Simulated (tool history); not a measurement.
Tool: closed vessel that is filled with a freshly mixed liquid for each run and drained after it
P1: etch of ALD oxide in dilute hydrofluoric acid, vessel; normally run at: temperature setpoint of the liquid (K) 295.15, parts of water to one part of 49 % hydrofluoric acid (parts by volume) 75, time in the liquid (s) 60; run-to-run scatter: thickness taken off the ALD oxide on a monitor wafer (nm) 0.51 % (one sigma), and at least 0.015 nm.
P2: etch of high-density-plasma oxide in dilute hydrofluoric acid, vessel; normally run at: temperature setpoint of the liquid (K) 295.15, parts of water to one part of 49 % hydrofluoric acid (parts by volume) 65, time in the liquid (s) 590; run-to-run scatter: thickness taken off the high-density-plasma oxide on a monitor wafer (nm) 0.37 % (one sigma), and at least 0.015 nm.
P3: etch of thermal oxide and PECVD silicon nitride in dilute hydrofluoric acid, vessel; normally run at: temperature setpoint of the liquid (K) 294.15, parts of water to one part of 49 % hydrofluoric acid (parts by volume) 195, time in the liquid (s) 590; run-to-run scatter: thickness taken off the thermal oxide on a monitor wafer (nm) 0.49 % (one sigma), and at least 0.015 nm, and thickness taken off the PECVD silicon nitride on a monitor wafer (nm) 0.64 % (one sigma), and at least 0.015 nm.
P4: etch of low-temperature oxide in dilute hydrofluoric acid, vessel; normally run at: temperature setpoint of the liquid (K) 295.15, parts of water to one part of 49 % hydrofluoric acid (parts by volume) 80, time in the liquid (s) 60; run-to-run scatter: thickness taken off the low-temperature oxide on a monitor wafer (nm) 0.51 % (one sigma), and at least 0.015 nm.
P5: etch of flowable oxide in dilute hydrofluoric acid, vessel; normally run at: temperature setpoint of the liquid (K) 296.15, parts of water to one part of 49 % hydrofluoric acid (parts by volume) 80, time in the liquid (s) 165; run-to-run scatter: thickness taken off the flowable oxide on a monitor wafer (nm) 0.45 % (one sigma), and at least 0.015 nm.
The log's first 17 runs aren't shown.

run	hour	process that ran	temperature setpoint of the liquid (K)	parts of water to one part of 49 % hydrofluoric acid (parts by volume)	time in the liquid (s)	thickness taken off the ALD oxide on a monitor wafer (nm)	thickness taken off the high-density-plasma oxide on a monitor wafer (nm)	thickness taken off the low-temperature oxide on a monitor wafer (nm)	thickness taken off the thermal oxide on a monitor wafer (nm)	thickness taken off the PECVD silicon nitride on a monitor wafer (nm)	thickness taken off the flowable oxide on a monitor wafer (nm)
18	135.5	P1	301.65	75	60	12.6980					
19	143.2	P3	294.15	195	1075				22.453	7.5988	
20	148.7	P5	296.15	80	165						54.667
21	153.5	P1	295.15	75	60	9.7912					
22	161.0	P5	296.15	20	165						238.050
23	167.4	P4	295.15	80	115			47.388			
24	174.7	P5	296.15	80	45						14.903
25	180.8	P3	294.15	195	590				12.182	4.1851	
26	190.0	P1	295.15	20	60	39.3800					
27	194.9	P1	290.15	75	105	14.0690					
28	203.7	P1	295.15	75	60	9.7862					
29	210.0	P2	290.15	65	590		36.456				
30	219.2	P1	290.15	75	60	8.0265					
31	226.8	P1	295.15	110	30	3.2283					
32	233.0	P4	290.15	80	60			20.112			
33	239.9	P1	295.15	75	60	9.8483					
34	249.0	P1	295.15	75	60	9.3636					
35	255.6	P1	295.15	75	60	9.1680					
36	264.8	P1	295.15	75	60	9.1417					

Forecast run 37:
37	269.4	P1	295.15	75	60	?					

Run 37 gave thickness taken off the ALD oxide on a monitor wafer (nm) 9.0583.

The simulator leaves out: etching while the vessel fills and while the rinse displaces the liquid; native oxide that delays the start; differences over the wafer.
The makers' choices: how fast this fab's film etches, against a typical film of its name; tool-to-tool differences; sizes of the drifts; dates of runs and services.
